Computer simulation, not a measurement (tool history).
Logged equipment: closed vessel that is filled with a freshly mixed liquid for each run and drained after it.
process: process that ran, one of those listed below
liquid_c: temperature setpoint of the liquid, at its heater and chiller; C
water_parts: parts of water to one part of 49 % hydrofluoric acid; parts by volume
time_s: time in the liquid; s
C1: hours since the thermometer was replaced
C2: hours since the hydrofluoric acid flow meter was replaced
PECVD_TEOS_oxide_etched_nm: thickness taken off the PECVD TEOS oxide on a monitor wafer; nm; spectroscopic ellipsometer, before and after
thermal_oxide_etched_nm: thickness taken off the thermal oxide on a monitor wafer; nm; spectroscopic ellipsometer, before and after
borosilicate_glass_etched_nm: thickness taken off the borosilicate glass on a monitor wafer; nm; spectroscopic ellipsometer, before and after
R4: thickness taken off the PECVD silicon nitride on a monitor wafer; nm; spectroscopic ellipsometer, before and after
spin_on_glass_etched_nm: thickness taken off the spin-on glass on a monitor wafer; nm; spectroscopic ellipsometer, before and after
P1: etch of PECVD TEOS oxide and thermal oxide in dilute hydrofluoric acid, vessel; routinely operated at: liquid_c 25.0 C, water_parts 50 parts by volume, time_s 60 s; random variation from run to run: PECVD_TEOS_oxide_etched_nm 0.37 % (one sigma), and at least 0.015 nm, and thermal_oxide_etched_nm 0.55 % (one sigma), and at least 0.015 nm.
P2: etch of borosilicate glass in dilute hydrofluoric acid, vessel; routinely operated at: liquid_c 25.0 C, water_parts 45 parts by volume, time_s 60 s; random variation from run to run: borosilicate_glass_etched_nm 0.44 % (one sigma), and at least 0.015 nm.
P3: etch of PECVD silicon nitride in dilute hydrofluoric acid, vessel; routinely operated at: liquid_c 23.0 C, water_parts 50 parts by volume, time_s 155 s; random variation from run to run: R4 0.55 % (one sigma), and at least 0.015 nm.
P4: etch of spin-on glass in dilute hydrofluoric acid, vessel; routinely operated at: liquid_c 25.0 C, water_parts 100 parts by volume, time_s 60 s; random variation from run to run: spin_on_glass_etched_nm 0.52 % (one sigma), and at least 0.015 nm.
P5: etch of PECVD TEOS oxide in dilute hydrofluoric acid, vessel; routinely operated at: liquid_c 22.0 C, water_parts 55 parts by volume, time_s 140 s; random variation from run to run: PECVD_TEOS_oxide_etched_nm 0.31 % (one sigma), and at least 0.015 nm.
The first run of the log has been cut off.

Run 2, day 0.483: process P2, liquid_c 32.0 C, water_parts 45 parts by volume, time_s 60 s; C1 789.7; C2 349.0. Result: borosilicate_glass_etched_nm 37.895 nm.
Run 3, day 0.858: process P3, liquid_c 23.0 C, water_parts 80 parts by volume, time_s 155 s; C1 798.7; C2 358.0. Result: R4 3.9650 nm.
Run 4, day 1.054: process P5, liquid_c 22.0 C, water_parts 55 parts by volume, time_s 140 s; C1 803.4; C2 362.7. Result: PECVD_TEOS_oxide_etched_nm 32.338 nm.
Run 5, day 1.288: process P1, liquid_c 29.0 C, water_parts 50 parts by volume, time_s 30 s; C1 809.0; C2 368.3. Result: PECVD_TEOS_oxide_etched_nm 11.400 nm, thermal_oxide_etched_nm 3.7333 nm.
Run 6, day 1.654: process P1, liquid_c 25.0 C, water_parts 50 parts by volume, time_s 60 s; C1 817.8; C2 377.1. Result: PECVD_TEOS_oxide_etched_nm 19.408 nm, thermal_oxide_etched_nm 6.3464 nm.
Run 7, day 1.825: process P1, liquid_c 18.5 C, water_parts 50 parts by volume, time_s 60 s; C1 821.9; C2 381.2. Result: PECVD_TEOS_oxide_etched_nm 14.788 nm, thermal_oxide_etched_nm 4.7923 nm.
Run 8, day 2.129: process P5, liquid_c 22.0 C, water_parts 55 parts by volume, time_s 210 s; C1 829.2; C2 388.5. Result: PECVD_TEOS_oxide_etched_nm 48.628 nm.
Run 9, day 2.421: process P1, liquid_c 25.0 C, water_parts 50 parts by volume, time_s 100 s; C1 836.2; C2 395.5. Result: PECVD_TEOS_oxide_etched_nm 32.476 nm, thermal_oxide_etched_nm 10.5080 nm.
Run 10, day 2.621: process P1, liquid_c 25.0 C, water_parts 50 parts by volume, time_s 60 s; C1 841.0; C2 400.3. Result: PECVD_TEOS_oxide_etched_nm 19.419 nm, thermal_oxide_etched_nm 6.2756 nm.
Run 11, day 2.821: process P1, liquid_c 25.0 C, water_parts 50 parts by volume, time_s 60 s; C1 845.8; C2 405.1. Result: PECVD_TEOS_oxide_etched_nm 19.556 nm, thermal_oxide_etched_nm 6.4113 nm.
Run 12, day 3.104: process P5, liquid_c 27.0 C, water_parts 55 parts by volume, time_s 140 s; C1 852.6; C2 411.9. Result: PECVD_TEOS_oxide_etched_nm 39.600 nm.
Run 13, day 3.379: process P3, liquid_c 23.0 C, water_parts 50 parts by volume, time_s 155 s; C1 859.2; C2 418.5. Result: R4 6.1989 nm.
Run 14, day 3.625: process P4, liquid_c 25.0 C, water_parts 180 parts by volume, time_s 60 s; C1 865.1; C2 424.4. Result: spin_on_glass_etched_nm 19.039 nm.
Run 15, day 3.862: process P1, liquid_c 31.5 C, water_parts 50 parts by volume, time_s 60 s; C1 870.8; C2 430.1. Result: PECVD_TEOS_oxide_etched_nm 24.962 nm, thermal_oxide_etched_nm 8.3026 nm.
Run 16, day 4.058: process P5, liquid_c 22.0 C, water_parts 55 parts by volume, time_s 140 s; C1 875.5; C2 434.8. Result: PECVD_TEOS_oxide_etched_nm 32.397 nm.
Run 17, day 4.400: process P2, liquid_c 25.0 C, water_parts 25 parts by volume, time_s 60 s; C1 883.7; C2 443.0. Result: borosilicate_glass_etched_nm 52.960 nm.
Run 18, day 4.604: process P3, liquid_c 23.0 C, water_parts 50 parts by volume, time_s 240 s; C1 888.6; C2 447.9. Result: R4 9.7110 nm.
Run 19, day 4.771: process P3, liquid_c 18.5 C, water_parts 50 parts by volume, time_s 155 s; C1 892.6; C2 451.9. Result: R4 4.5395 nm.
Run 20, day 4.971: process P4, liquid_c 18.5 C, water_parts 100 parts by volume, time_s 60 s; C1 897.4; C2 456.7. Result: spin_on_glass_etched_nm 29.036 nm.
Run 21, day 5.175: process P4, liquid_c 25.0 C, water_parts 100 parts by volume, time_s 60 s; C1 902.3; C2 461.6. Result: spin_on_glass_etched_nm 38.019 nm.
Run 22, day 5.500: process P1, liquid_c 25.0 C, water_parts 25 parts by volume, time_s 60 s; C1 910.1; C2 469.4. Result: PECVD_TEOS_oxide_etched_nm 40.445 nm, thermal_oxide_etched_nm 13.1380 nm.

For run 23, what comes out?
Run 23, day 5.667: process P2, liquid_c 25.0 C, water_parts 45 parts by volume, time_s 60 s; C1 914.1; C2 473.4. Result: borosilicate_glass_etched_nm ?.

borosilicate_glass_etched_nm: 28.348 nm

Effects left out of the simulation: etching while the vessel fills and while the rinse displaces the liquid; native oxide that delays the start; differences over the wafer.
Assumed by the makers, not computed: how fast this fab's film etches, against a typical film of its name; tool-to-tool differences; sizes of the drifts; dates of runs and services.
